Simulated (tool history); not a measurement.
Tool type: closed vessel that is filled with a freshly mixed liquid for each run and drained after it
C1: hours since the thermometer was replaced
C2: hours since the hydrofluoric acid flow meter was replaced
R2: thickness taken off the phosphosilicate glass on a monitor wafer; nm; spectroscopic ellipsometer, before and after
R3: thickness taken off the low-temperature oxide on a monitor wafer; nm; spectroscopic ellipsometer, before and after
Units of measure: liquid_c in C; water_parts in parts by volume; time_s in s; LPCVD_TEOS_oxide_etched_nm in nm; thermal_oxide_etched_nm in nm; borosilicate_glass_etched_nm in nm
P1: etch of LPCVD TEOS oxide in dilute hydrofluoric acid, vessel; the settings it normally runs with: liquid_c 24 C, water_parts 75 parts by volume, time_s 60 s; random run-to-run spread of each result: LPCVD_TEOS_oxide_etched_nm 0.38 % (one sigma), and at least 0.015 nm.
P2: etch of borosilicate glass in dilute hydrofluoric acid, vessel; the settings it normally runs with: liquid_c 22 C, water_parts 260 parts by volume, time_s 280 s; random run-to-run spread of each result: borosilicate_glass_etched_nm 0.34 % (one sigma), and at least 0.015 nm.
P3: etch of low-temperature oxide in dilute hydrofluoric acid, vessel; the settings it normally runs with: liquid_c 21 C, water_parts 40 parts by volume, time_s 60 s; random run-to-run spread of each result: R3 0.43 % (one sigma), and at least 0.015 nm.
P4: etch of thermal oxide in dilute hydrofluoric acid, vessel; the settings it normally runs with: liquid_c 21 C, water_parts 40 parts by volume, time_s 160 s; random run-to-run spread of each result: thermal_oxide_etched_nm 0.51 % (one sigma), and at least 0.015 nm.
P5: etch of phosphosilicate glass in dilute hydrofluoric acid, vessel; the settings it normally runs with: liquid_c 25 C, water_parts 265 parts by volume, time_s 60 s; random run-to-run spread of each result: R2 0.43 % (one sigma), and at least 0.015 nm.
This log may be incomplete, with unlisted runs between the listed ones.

Run 1, day 0.4: process P1, liquid_c 24 C, water_parts 75 parts by volume, time_s 60 s; C1 1605.1; C2 851.3. Result: LPCVD_TEOS_oxide_etched_nm 30.815 nm.
Run 2, day 0.8: process P1, liquid_c 24 C, water_parts 140 parts by volume, time_s 60 s; C1 1614.7; C2 860.9. Result: LPCVD_TEOS_oxide_etched_nm 15.338 nm.
Run 3, day 1.183: process P5, liquid_c 25 C, water_parts 265 parts by volume, time_s 60 s; C1 1623.9; C2 870.1. Result: R2 24.82 nm.
Run 4, day 1.558: process P1, liquid_c 18.5 C, water_parts 105 parts by volume, time_s 60 s; C1 1632.9; C2 879.1. Result: LPCVD_TEOS_oxide_etched_nm 17.119 nm.
Run 5, day 1.938: process P3, liquid_c 17 C, water_parts 40 parts by volume, time_s 60 s; C1 1642; C2 888.2. Result: R3 41.977 nm.
Run 6, day 2.196: process P3, liquid_c 21 C, water_parts 40 parts by volume, time_s 60 s; C1 1648.2; C2 894.4. Result: R3 50.112 nm.
Run 7, day 2.608: process P3, liquid_c 21 C, water_parts 40 parts by volume, time_s 100 s; C1 1658.1; C2 904.3. Result: R3 82.987 nm.
Run 8, day 3.092: process P1, liquid_c 24 C, water_parts 35 parts by volume, time_s 60 s; C1 1669.7; C2 915.9. Result: LPCVD_TEOS_oxide_etched_nm 69.713 nm.
Run 9, day 3.304: process P1, liquid_c 24 C, water_parts 75 parts by volume, time_s 60 s; C1 1674.8; C2 921. Result: LPCVD_TEOS_oxide_etched_nm 30.814 nm.
Run 10, day 3.533: process P5, liquid_c 20.5 C, water_parts 265 parts by volume, time_s 60 s; C1 1680.3; C2 926.5. Result: R2 21.182 nm.
Run 11, day 3.929: process P4, liquid_c 21 C, water_parts 65 parts by volume, time_s 160 s; C1 1689.8; C2 936. Result: thermal_oxide_etched_nm 10.242 nm.
Run 12, day 4.288: process P1, liquid_c 17 C, water_parts 75 parts by volume, time_s 30 s; C1 1698.4; C2 944.6. Result: LPCVD_TEOS_oxide_etched_nm 11.605 nm.
Run 13, day 4.558: process P4, liquid_c 25 C, water_parts 40 parts by volume, time_s 160 s; C1 1704.9; C2 951.1. Result: thermal_oxide_etched_nm 20.312 nm.
Run 14, day 4.921: process P1, liquid_c 17 C, water_parts 75 parts by volume, time_s 60 s; C1 1713.6; C2 959.8. Result: LPCVD_TEOS_oxide_etched_nm 23.019 nm.
Run 15, day 5.4: process P1, liquid_c 27.5 C, water_parts 75 parts by volume, time_s 30 s; C1 1725.1; C2 971.3. Result: LPCVD_TEOS_oxide_etched_nm 17.924 nm.
Run 16, day 5.888: process P2, liquid_c 17 C, water_parts 260 parts by volume, time_s 280 s; C1 1736.8; C2 983. Result: borosilicate_glass_etched_nm 25.895 nm.
Run 17, day 6.2: process P5, liquid_c 25 C, water_parts 265 parts by volume, time_s 115 s; C1 1744.3; C2 990.5. Result: R2 47.474 nm.
Run 18, day 6.521: process P1, liquid_c 24 C, water_parts 75 parts by volume, time_s 95 s; C1 1752; C2 998.2. Result: LPCVD_TEOS_oxide_etched_nm 49.002 nm.
Run 19, day 6.746: process P1, liquid_c 24 C, water_parts 75 parts by volume, time_s 30 s; C1 1757.4; C2 1003.6. Result: LPCVD_TEOS_oxide_etched_nm 15.509 nm.
Run 20, day 7.188: process P4, liquid_c 21 C, water_parts 40 parts by volume, time_s 300 s; C1 1768; C2 1014.2. Result: thermal_oxide_etched_nm 32.165 nm.
Run 21, day 7.467: process P5, liquid_c 25 C, water_parts 475 parts by volume, time_s 60 s; C1 1774.7; C2 1020.9. Result: R2 11.367 nm.
Run 22, day 7.683: process P2, liquid_c 22 C, water_parts 260 parts by volume, time_s 90 s; C1 1779.9; C2 1026.1. Result: borosilicate_glass_etched_nm 10.063 nm.
Run 23, day 8.15: process P1, liquid_c 24 C, water_parts 75 parts by volume, time_s 60 s; C1 1791.1; C2 1037.3. Result: LPCVD_TEOS_oxide_etched_nm 30.84 nm.
Run 24, day 8.475: process P1, liquid_c 24 C, water_parts 75 parts by volume, time_s 60 s; C1 1798.9; C2 1045.1. Result: LPCVD_TEOS_oxide_etched_nm 30.755 nm.
Run 25, day 8.871: process P4, liquid_c 21 C, water_parts 40 parts by volume, time_s 160 s; C1 1808.4; C2 1054.6. Result: thermal_oxide_etched_nm 17.325 nm.
Run 26, day 9.258: process P2, liquid_c 22 C, water_parts 45 parts by volume, time_s 280 s; C1 1817.7; C2 1063.9. Result: borosilicate_glass_etched_nm 228.86 nm.
Run 27, day 9.508: process P4, liquid_c 21 C, water_parts 40 parts by volume, time_s 160 s; C1 1823.7; C2 1069.9. Result: thermal_oxide_etched_nm 17.179 nm.
Run 28, day 9.812: process P3, liquid_c 21 C, water_parts 75 parts by volume, time_s 60 s; C1 1831; C2 1077.2. Result: R3 25.582 nm.
Run 29, day 10.196: process P3, liquid_c 21 C, water_parts 40 parts by volume, time_s 60 s; C1 1840.2; C2 1086.4. Result: R3 49.981 nm.
Run 30, day 10.554: process P1, liquid_c 29.5 C, water_parts 75 parts by volume, time_s 60 s; C1 1848.8; C2 1095. Result: LPCVD_TEOS_oxide_etched_nm 38.479 nm.
Run 31, day 10.979: process P2, liquid_c 22 C, water_parts 260 parts by volume, time_s 280 s; C1 1859; C2 1105.2. Result: borosilicate_glass_etched_nm 31.318 nm.
Run 32, day 11.221: process P1, liquid_c 24 C, water_parts 75 parts by volume, time_s 60 s; C1 1864.8; C2 1111. Result: LPCVD_TEOS_oxide_etched_nm 30.846 nm.
Run 33, day 11.462: process P1, liquid_c 24 C, water_parts 75 parts by volume, time_s 60 s; C1 1870.6; C2 1116.8. Result: LPCVD_TEOS_oxide_etched_nm 29.75 nm.
Run 34, day 11.796: process P1, liquid_c 24 C, water_parts 75 parts by volume, time_s 60 s; C1 1878.6; C2 1124.8. Result: LPCVD_TEOS_oxide_etched_nm 28.974 nm.

Predict the results of run 35:
Run 35, day 12.117: process P1, liquid_c 24 C, water_parts 75 parts by volume, time_s 60 s; C1 1886.3; C2 1132.5. Result: LPCVD_TEOS_oxide_etched_nm ?.

Run 35 came out at LPCVD_TEOS_oxide_etched_nm 28.445 nm.

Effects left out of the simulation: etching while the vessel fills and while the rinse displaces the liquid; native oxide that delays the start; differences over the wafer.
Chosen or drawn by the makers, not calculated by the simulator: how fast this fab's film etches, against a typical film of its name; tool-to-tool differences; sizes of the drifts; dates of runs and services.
